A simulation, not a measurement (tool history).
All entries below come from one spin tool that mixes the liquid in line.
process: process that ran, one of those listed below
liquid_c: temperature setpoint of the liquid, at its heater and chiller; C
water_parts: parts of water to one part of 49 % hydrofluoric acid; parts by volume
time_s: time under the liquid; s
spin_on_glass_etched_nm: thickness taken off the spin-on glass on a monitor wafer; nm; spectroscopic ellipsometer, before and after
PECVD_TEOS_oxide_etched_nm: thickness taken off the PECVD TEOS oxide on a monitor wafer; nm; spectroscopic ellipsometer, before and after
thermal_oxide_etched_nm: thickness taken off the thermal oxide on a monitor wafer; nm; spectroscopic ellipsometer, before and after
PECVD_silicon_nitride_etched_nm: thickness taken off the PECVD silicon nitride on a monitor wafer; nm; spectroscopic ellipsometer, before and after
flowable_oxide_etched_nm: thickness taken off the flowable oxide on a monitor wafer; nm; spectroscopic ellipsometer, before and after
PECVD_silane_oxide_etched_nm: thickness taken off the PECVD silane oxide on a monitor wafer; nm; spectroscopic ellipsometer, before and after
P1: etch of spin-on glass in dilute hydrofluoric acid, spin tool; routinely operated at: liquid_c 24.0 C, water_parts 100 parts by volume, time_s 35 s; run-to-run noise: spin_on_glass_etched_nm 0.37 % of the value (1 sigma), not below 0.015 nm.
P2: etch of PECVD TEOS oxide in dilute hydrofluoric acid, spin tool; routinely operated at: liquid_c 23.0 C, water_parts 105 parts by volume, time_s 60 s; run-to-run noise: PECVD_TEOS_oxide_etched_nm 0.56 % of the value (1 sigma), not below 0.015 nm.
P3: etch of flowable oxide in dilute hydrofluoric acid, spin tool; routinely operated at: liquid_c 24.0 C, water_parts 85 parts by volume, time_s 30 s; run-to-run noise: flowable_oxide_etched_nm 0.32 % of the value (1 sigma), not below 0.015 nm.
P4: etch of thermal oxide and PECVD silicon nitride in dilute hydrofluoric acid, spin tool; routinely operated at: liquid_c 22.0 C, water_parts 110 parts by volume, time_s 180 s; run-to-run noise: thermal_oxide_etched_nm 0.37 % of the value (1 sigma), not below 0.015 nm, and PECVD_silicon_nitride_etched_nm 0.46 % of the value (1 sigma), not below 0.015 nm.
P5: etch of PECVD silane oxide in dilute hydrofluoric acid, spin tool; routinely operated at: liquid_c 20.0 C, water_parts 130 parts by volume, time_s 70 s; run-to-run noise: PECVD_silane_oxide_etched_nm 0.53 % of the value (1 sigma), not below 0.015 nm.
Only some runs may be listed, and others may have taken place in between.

| run | hour | process | liquid_c | water_parts | time_s | hours since the thermometer was replaced | hours since the hydrofluoric acid flow meter was replaced | spin_on_glass_etched_nm | PECVD_TEOS_oxide_etched_nm | thermal_oxide_etched_nm | PECVD_silicon_nitride_etched_nm | flowable_oxide_etched_nm | PECVD_silane_oxide_etched_nm |
|---|---|---|---|---|---|---|---|---|---|---|---|---|---|
| 1 | 16.4 | P1 | 24.0 | 100 | 35 | 497.4 | 246.7 | 11.8570 |  |  |  |  |  |
| 2 | 24.5 | P2 | 23.0 | 105 | 60 | 505.5 | 254.8 |  | 8.5139 |  |  |  |  |
| 3 | 35.3 | P2 | 23.0 | 65 | 60 | 516.3 | 265.6 |  | 14.3270 |  |  |  |  |
| 4 | 49.9 | P4 | 22.0 | 110 | 180 | 530.9 | 280.2 |  |  | 7.7527 | 4.7839 |  |  |
| 5 | 60.8 | P1 | 24.0 | 100 | 60 | 541.8 | 291.1 | 20.1810 |  |  |  |  |  |
| 6 | 69.6 | P3 | 24.0 | 150 | 30 | 550.6 | 299.9 |  |  |  |  | 6.9410 |  |
| 7 | 79.7 | P5 | 20.0 | 130 | 70 | 560.7 | 310.0 |  |  |  |  |  | 21.749 |
| 8 | 91.4 | P4 | 22.0 | 110 | 50 | 572.4 | 321.7 |  |  | 2.1542 | 1.3388 |  |  |
| 9 | 100.2 | P1 | 24.0 | 100 | 35 | 581.2 | 330.5 | 11.8470 |  |  |  |  |  |
| 10 | 115.6 | P1 | 28.5 | 100 | 15 | 596.6 | 345.9 | 6.0272 |  |  |  |  |  |
| 11 | 131.6 | P1 | 24.0 | 100 | 35 | 612.6 | 361.9 | 11.8980 |  |  |  |  |  |
| 12 | 142.4 | P1 | 24.0 | 100 | 35 | 623.4 | 372.7 | 11.8780 |  |  |  |  |  |
|  | 156.4 | thermometer replaced |
| 13 | 157.5 | P1 | 24.0 | 40 | 35 | 1.2 | 387.8 | 31.8280 |  |  |  |  |  |
| 14 | 166.3 | P5 | 20.0 | 130 | 115 | 10.0 | 396.6 |  |  |  |  |  | 35.693 |
| 15 | 180.6 | P4 | 29.5 | 110 | 180 | 24.3 | 410.9 |  |  | 10.3540 | 7.6464 |  |  |
| 16 | 189.7 | P1 | 24.0 | 100 | 35 | 33.4 | 420.0 | 11.8440 |  |  |  |  |  |
| 17 | 200.1 | P4 | 22.0 | 110 | 180 | 43.8 | 430.4 |  |  | 7.7641 | 4.7564 |  |  |
| 18 | 207.9 | P1 | 20.5 | 170 | 35 | 51.6 | 438.2 | 5.6066 |  |  |  |  |  |
| 19 | 216.0 | P2 | 27.5 | 105 | 60 | 59.7 | 446.3 |  | 10.2230 |  |  |  |  |
| 20 | 232.0 | P2 | 23.0 | 105 | 25 | 75.7 | 462.3 |  | 3.5258 |  |  |  |  |
| 21 | 247.1 | P3 | 24.0 | 85 | 30 | 90.8 | 477.4 |  |  |  |  | 13.2910 |  |
| 22 | 257.2 | P1 | 24.0 | 100 | 15 | 100.9 | 487.5 | 5.0662 |  |  |  |  |  |
| 23 | 268.2 | P1 | 24.0 | 175 | 35 | 111.9 | 498.5 | 6.1566 |  |  |  |  |  |
| 24 | 275.9 | P4 | 22.0 | 55 | 180 | 119.6 | 506.2 |  |  | 16.5760 | 9.2933 |  |  |
| 25 | 283.5 | P5 | 20.0 | 130 | 70 | 127.2 | 513.8 |  |  |  |  |  | 21.481 |
| 26 | 292.2 | P3 | 24.0 | 85 | 15 | 135.9 | 522.5 |  |  |  |  | 6.6575 |  |
| 27 | 305.9 | P1 | 20.5 | 100 | 35 | 149.6 | 536.2 | 10.2860 |  |  |  |  |  |
| 28 | 316.6 | P5 | 27.5 | 130 | 70 | 160.3 | 546.9 |  |  |  |  |  | 28.718 |
| 29 | 324.4 | P1 | 24.0 | 100 | 35 | 168.1 | 554.7 | 11.7870 |  |  |  |  |  |
| 30 | 337.8 | P1 | 31.5 | 100 | 35 | 181.5 | 568.1 | 15.6720 |  |  |  |  |  |
| 31 | 346.6 | P5 | 20.0 | 230 | 70 | 190.3 | 576.9 |  |  |  |  |  | 11.073 |
| 32 | 357.1 | P3 | 18.0 | 85 | 30 | 200.8 | 587.4 |  |  |  |  | 10.3350 |  |
| 33 | 370.4 | P1 | 24.0 | 100 | 35 | 214.1 | 600.7 | 11.7660 |  |  |  |  |  |
| 34 | 382.2 | P1 | 24.0 | 100 | 35 | 225.9 | 612.5 | 12.1240 |  |  |  |  |  |
| 35 | 391.3 | P1 | 24.0 | 100 | 35 | 235.0 | 621.6 | 12.2550 |  |  |  |  |  |
| 36 | 402.2 | P1 | 24.0 | 100 | 35 | 245.9 | 632.5 | 12.4580 |  |  |  |  |  |
| 37 | 413.2 | P1 | 24.0 | 100 | 35 | 256.9 | 643.5 | 12.5640 |  |  |  |  |  |
| 38 | 422.1 | P1 | 24.0 | 100 | 35 | 265.8 | 652.4 | 12.5960 |  |  |  |  |  |
| 39 | 431.3 | P1 | 24.0 | 100 | 35 | 275.0 | 661.6 | 12.5830 |  |  |  |  |  |
| 40 | 441.7 | P1 | 24.0 | 100 | 35 | 285.4 | 672.0 | 12.5920 |  |  |  |  |  |
| 41 | 452.4 | P1 | 24.0 | 100 | 35 | 296.1 | 682.7 | 12.6500 |  |  |  |  |  |
| 42 | 466.4 | P1 | 24.0 | 100 | 35 | 310.1 | 696.7 | 12.6940 |  |  |  |  |  |
| 43 | 475.4 | P1 | 24.0 | 100 | 35 | 319.1 | 705.7 | 12.5680 |  |  |  |  |  |

P1 no longer gives what it gave before; its output has crept away from where it was. The following 2 causes, each at its listed size, fit the log equally well:
A: hydrofluoric acid flow above the setpoint (%) = 6.5
B: liquid hotter than its thermometer reads (K) = 1.8
The onset of the drift is placed at about hour 370.4.

Below are 4 check runs, each on a single wafer, with their results shown as question marks. Which of them would tell the listed causes apart, meaning the causes would give clearly different results under it?
| check 1 | 484.4 | P3 | 24.0 | 85 | 30 |  |  |  |  |  |  | ? |  |
| check 2 | 484.4 | P4 | 22.0 | 110 | 180 |  |  |  |  | ? | ? |  |  |
| check 3 | 484.4 | P2 | 23.0 | 105 | 60 |  |  |  | ? |  |  |  |  |
| check 4 | 484.4 | P5 | 20.0 | 130 | 70 |  |  |  |  |  |  |  | ? |

Expected result of each check under each candidate cause:
| check | result | if A | if B |
|---|---|---|---|
| check 1 | flowable_oxide_etched_nm | 14.2200 | 14.2480 |
| check 2 | thermal_oxide_etched_nm | 8.3355 | 8.3421 |
| check 2 | PECVD_silicon_nitride_etched_nm | 5.0359 | 5.3334 |
| check 3 | PECVD_TEOS_oxide_etched_nm | 9.0731 | 9.0772 |
| check 4 | PECVD_silane_oxide_etched_nm | 23.186 | 23.197 |
Minimum pairwise separation of causes per check, each pair taken at its best-separating result: check 1 0.2 %; check 2 5.74 %; check 3 0.05 %; check 4 0.04 %
The causes can be told apart only by check 2. The other checks would give nearly the same results under each of them.

The results of check 2 are: thermal_oxide_etched_nm 8.2599 nm; PECVD_silicon_nitride_etched_nm 5.3452 nm. Based on these, which of the listed causes is it?

Of the candidate causes, it is B: liquid hotter than its thermometer reads (K).
